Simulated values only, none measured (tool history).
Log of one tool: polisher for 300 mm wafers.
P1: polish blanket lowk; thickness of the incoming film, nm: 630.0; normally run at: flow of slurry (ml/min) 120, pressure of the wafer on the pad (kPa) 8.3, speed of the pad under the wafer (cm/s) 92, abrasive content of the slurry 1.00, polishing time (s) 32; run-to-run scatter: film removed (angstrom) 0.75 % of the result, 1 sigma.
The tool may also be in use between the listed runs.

run	hour	flow of slurry (ml/min)	pressure of the wafer on the pad (kPa)	speed of the pad under the wafer (cm/s)	abrasive content of the slurry	polishing time (s)	wafers polished on this pad	hours since the slurry nozzle was cleaned	hours since the head pressure was calibrated	hours since the slurry blender was calibrated	hours since the conditioning disc was replaced	film removed (angstrom)
1	17.9	120	8.3	92	1.00	32	549	287.4	114.6	121.2	107.7	86.580
2	31.7	120	8.3	136	1.00	32	704	301.2	128.4	135.0	121.5	118.890
3	45.7	70	8.3	92	1.00	32	861	315.2	142.4	149.0	135.5	76.276
# hour 51.7: conditioning disc replaced and pad reconditioned
4	62.9	180	8.3	92	1.00	32	1054	332.4	159.6	166.2	11.2	95.314
5	76.1	120	8.3	92	1.00	32	1201	345.6	172.8	179.4	24.4	87.087
6	85.5	120	8.3	92	1.40	32	1307	355.0	182.2	188.8	33.8	100.790
7	101.4	120	8.3	92	0.55	32	1485	370.9	198.1	204.7	49.7	63.519
8	114.6	120	8.3	92	1.00	32	1633	384.1	211.3	217.9	62.9	87.669
9	130.8	120	8.3	92	1.00	32	1815	400.3	227.5	234.1	79.1	86.436
10	147.3	120	8.3	92	1.00	43	2000	416.8	244.0	250.6	95.6	117.360
11	157.5	120	4.8	92	1.00	40	2114	427.0	254.2	260.8	105.8	63.327
12	166.5	120	8.3	66	1.00	32	2215	436.0	263.2	269.8	114.8	66.528
13	174.7	120	8.3	92	1.00	32	2307	444.2	271.4	278.0	123.0	88.539
14	185.4	120	4.1	92	1.00	32	2427	454.9	282.1	288.7	133.7	44.251
15	201.1	155	8.3	140	1.00	32	2603	470.6	297.8	304.4	149.4	127.620
16	219.1	120	8.3	92	1.00	18	2804	488.6	315.8	322.4	167.4	49.438
17	234.9	120	8.3	92	1.00	32	2981	504.4	331.6	338.2	183.2	87.404
18	246.1	120	12.4	92	1.00	32	3107	515.6	342.8	349.4	194.4	133.460
19	257.6	120	8.3	92	1.00	32	3236	527.1	354.3	360.9	205.9	88.843
20	270.8	120	8.3	92	1.00	32	3384	540.3	367.5	374.1	219.1	83.030
# hour 283.7: conditioning disc replaced and pad reconditioned
# hour 284.4: slurry nozzle cleaned
21	285.7	120	8.3	92	1.00	32	3551	1.4	382.4	389.0	2.0	80.749
22	296.3	120	8.3	92	1.00	32	3670	12.0	393.0	399.6	12.6	79.417
# hour 308.0: worn pad replaced by a new one
23	308.5	120	8.3	92	1.00	32	5	24.2	405.2	411.8	24.8	80.242
24	317.0	120	8.3	92	1.00	32	100	32.7	413.7	420.3	33.3	78.775
25	327.2	120	8.3	92	1.00	32	215	42.9	423.9	430.5	43.5	78.988

What P1 gives has crept away from where it was. These 2 causes fit the log equally well, each at the size given:
A: head's pressure below its setpoint, % = 10.1
B: abrasive missing from the slurry, % = 19.8
The creep began at about hour 257.6.
Why every other cause is out:
removal rate lost through wear of the pad, %: serviced at hour 308.0, which brought nothing back
slurry flow missing at the pad, %: serviced at hour 284.4, which brought nothing back
time polished since the conditioner stopped cutting, s: serviced at hour 283.7, which brought nothing back

4 check runs are offered, each on 5 wafers whose results are averaged, their results left as question marks. Which one tells the causes apart?
check 1	337.4	170	4.1	92	1.00	32						?
check 2	337.4	70	10.3	92	1.00	32						?
check 3	337.4	180	8.3	130	1.00	32						?
check 4	337.4	70	8.3	92	0.60	32						?

What each check would give under each cause:
check	result	if A	if B
check 1	film removed (angstrom)	41.900	41.905
check 2	film removed (angstrom)	84.904	84.913
check 3	film removed (angstrom)	111.460	111.470
check 4	film removed (angstrom)	52.127	50.705
How far apart the two closest causes lie, in the result that separates them most: check 1 0.01 %; check 2 0.01 %; check 3 0.01 %; check 4 2.77 %
Only check 4 tells the causes apart: in the others they would give nearly the same result.

Check 4 was then run and gave: film removed (angstrom) 50.518. Which cause is it?

It is B: abrasive missing from the slurry, %.
